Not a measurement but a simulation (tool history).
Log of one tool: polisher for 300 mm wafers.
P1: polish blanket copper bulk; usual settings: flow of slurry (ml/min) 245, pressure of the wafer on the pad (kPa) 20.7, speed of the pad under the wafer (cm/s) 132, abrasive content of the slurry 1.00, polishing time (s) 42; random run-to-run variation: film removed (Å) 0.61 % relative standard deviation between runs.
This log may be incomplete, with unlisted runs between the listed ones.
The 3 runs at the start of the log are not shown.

run	hour	flow of slurry (ml/min)	pressure of the wafer on the pad (kPa)	speed of the pad under the wafer (cm/s)	abrasive content of the slurry	polishing time (s)	wafers polished on this pad	hours since the slurry nozzle was cleaned	hours since the head pressure was calibrated	hours since the slurry blender was calibrated	film removed (Å)
4	25.1	245	26.2	132	1.00	42	755	160.8	176.0	84.3	6227.5
5	29.9	245	20.7	132	1.00	25	823	165.6	180.8	89.1	2917.1
6	35.9	245	20.7	132	1.25	42	907	171.6	186.8	95.1	5211.3
7	45.1	245	20.7	132	1.00	42	1035	180.8	196.0	104.3	4943.6
8	50.2	355	20.7	132	1.00	42	1107	185.9	201.1	109.4	5096.8
9	55.2	245	20.7	132	1.00	42	1177	190.9	206.1	114.4	4881.2
10	62.8	245	20.7	132	1.00	42	1283	198.5	213.7	122.0	4956.0
11	69.9	245	9.7	132	1.00	42	1383	205.6	220.8	129.1	2298.1
12	78.3	245	20.7	132	1.00	54	1500	214.0	229.2	137.5	6342.4
13	86.6	245	20.7	74	1.00	42	1616	222.3	237.5	145.8	2780.9
14	90.7	245	20.7	168	1.00	42	1674	226.4	241.6	149.9	6310.5
15	98.6	145	20.7	132	0.55	42	1784	234.3	249.5	157.8	4047.9
16	104.1	245	20.7	132	0.65	42	1861	239.8	255.0	163.3	4551.5
17	109.8	175	20.7	132	1.00	61	1941	245.5	260.7	169.0	6814.5
18	116.0	245	20.7	132	1.00	42	2028	251.7	266.9	175.2	4946.1
19	121.5	245	20.7	132	1.00	42	2105	257.2	272.4	180.7	4926.0
20	130.9	245	20.7	132	1.00	42	2237	266.6	281.8	190.1	4791.8

For run 21, what comes out?
21	135.7	245	20.7	132	1.00	42	2304	271.4	286.6	194.9	?

{"run 21": {"film removed (Å)": 4836.2}}
